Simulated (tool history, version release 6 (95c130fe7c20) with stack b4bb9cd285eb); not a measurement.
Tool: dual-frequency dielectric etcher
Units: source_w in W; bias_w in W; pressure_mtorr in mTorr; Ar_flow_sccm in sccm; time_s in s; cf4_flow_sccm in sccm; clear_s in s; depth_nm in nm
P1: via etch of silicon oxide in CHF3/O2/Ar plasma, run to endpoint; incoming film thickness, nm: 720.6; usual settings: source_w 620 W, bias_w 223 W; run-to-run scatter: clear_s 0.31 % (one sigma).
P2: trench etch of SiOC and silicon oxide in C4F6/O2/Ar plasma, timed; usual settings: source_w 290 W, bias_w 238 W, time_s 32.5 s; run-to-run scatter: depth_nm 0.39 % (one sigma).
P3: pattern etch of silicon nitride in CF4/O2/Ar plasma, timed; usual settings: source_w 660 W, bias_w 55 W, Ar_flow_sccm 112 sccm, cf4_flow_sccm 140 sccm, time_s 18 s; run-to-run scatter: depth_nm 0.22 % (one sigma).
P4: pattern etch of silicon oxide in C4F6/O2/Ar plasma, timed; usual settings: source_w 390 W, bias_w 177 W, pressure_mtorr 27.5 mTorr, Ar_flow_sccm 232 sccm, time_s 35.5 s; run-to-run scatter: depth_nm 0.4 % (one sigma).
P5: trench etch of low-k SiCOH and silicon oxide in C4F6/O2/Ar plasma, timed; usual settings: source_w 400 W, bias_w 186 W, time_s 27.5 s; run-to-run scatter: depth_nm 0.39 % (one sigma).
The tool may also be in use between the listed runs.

run	day	process	source_w	bias_w	pressure_mtorr	Ar_flow_sccm	time_s	cf4_flow_sccm	hours since the last wet clean	hours since the last source power generator calibration	hours since the last bias power generator calibration	clear_s	depth_nm
1	0.525	P1	620	223					407.7	385.4	1518.7	321.58	
2	1.104	P4	390	177	27.5	232	35.5		421.6	399.3	1532.6		115.35
3	1.521	P3	660	55		85	18	140	431.6	409.3	1542.6		47.719
4	2.033	P1	620	223					443.9	421.6	1554.9	324.94	
5	2.554	P2	380	238			32.5		456.4	434.1	1567.4		68.519
6	2.879	P1	620	273					464.2	441.9	1575.2	301.19	
7	3.362	P1	800	223					475.8	453.5	1586.8	292.65	
8	3.871	P1	620	147					488	465.7	1599	370.01	
9	4.212	P5	400	128			27.5		496.2	473.9	1607.2		75.42
10	4.838	P4	390	177	27.5	312	35.5		511.2	488.9	1622.2		112.59
11	5.517	P3	660	55		112	12	140	527.5	505.2	1638.5		30.777
12	6.162	P1	400	268					543	520.7	1654	357.97	
13	6.788	P5	400	186			15		558	535.7	1669		45.968
14	7.488	P3	660	55		112	18	140	574.8	552.5	1685.8		46.365
15	8.192	P4	390	177	27.5	232	35.5		591.7	569.4	1702.7		116.08
16	8.888	P3	910	55		112	18	140	608.4	586.1	1719.4		61.15
17	9.25	P1	620	223					617.1	594.8	1728.1	323.55	
18	9.729	P4	390	244	27.5	232	35.5		628.6	606.3	1739.6		128.76
19	10.112	P5	400	186			27.5		637.8	615.5	1748.8		84.128
20	10.433	P4	390	177	27.5	232	21		645.5	623.2	1756.5		68.665
21	10.85	P4	390	177	38.5	232	35.5		655.5	633.2	1766.5		111.68
22	11.517	P1	410	223					671.5	649.2	1782.5	379.33	
23	12.125	P3	660	55		112	18	140	686.1	663.8	1797.1		46.279
24	12.833	P3	660	70		112	18	140	703.1	680.8	1814.1		50.688
25	13.521	P4	490	177	27.5	232	35.5		719.6	697.3	1830.6		126.81
26	13.854	P2	290	238			32.5		727.6	705.3	1838.6		61.475
27	14.304	P1	750	139					738.4	716.1	1849.4	351.7	
28	14.846	P2	290	335			32.5		751.4	729.1	1862.4		69.409
29	15.242	P1	620	223					760.9	738.6	1871.9	323.96	
30	15.567	P2	290	238			19		768.7	746.4	1879.7		35.735
31	15.967	P1	620	223					778.3	756	1889.3	323.06	
32	16.662	P3	660	55		112	18	86	795	772.7	1906		43.614
33	17.242	P5	260	186			27.5		808.9	786.6	1919.9		71.035
34	17.879	P1	620	223					824.2	801.9	1935.2	322.83	
35	18.454	P1	620	223					838	815.7	1949	320.58	
36	18.804	P1	620	223					846.4	824.1	1957.4	321.34	
37	19.512	P1	620	223					863.4	841.1	1974.4	319.01	
# day 20.021: wet clean of the chamber
38	20.038	P1	620	223					0.5	853.7	1987	317.02	
39	20.454	P1	620	223					10.5	863.7	1997	316.91	
40	20.967	P1	620	223					22.8	876	2009.3	319.26	
41	21.525	P1	620	223					36.2	889.4	2022.7	317.79	
42	21.992	P1	620	223					47.4	900.6	2033.9	318.77	
43	22.633	P1	620	223					62.8	916	2049.3	317.76	

What P1 gives has crept away from where it was. These 2 causes fit the log equally well, each at the size given:
A: bias power that arrives over what is set, % = 4.59
B: source power that arrives over what is set, % = 4.25
The creep began at about day 17.879.
Why every other cause is out:
chamber walls in a state that raises the etch rate, %: serviced at day 20.021, which brought nothing back

4 check runs are offered, one wafer each, their results left as question marks. Which one tells the causes apart?
check 1	23.275	P2	290	300			20						?
check 2	23.275	P5	260	186			27.5						?
check 3	23.275	P3	830	55		112	18	140					?
check 4	23.275	P4	390	202	27.5	232	35.5						?

What each check would give under each cause:
check	result	if A	if B
check 1	depth_nm	41.519	41.503
check 2	depth_nm	72.451	72.541
check 3	depth_nm	57.421	58.603
check 4	depth_nm	122.61	122.79
How far apart the two closest causes lie, in the result that separates them most: check 1 0.04 %; check 2 0.12 %; check 3 2.04 %; check 4 0.15 %
Only check 3 tells the causes apart: in the others they would give nearly the same result.

Then check 3 was run and gave: depth_nm 57.335 nm. Which cause is it?

It is A: bias power that arrives over what is set, %.
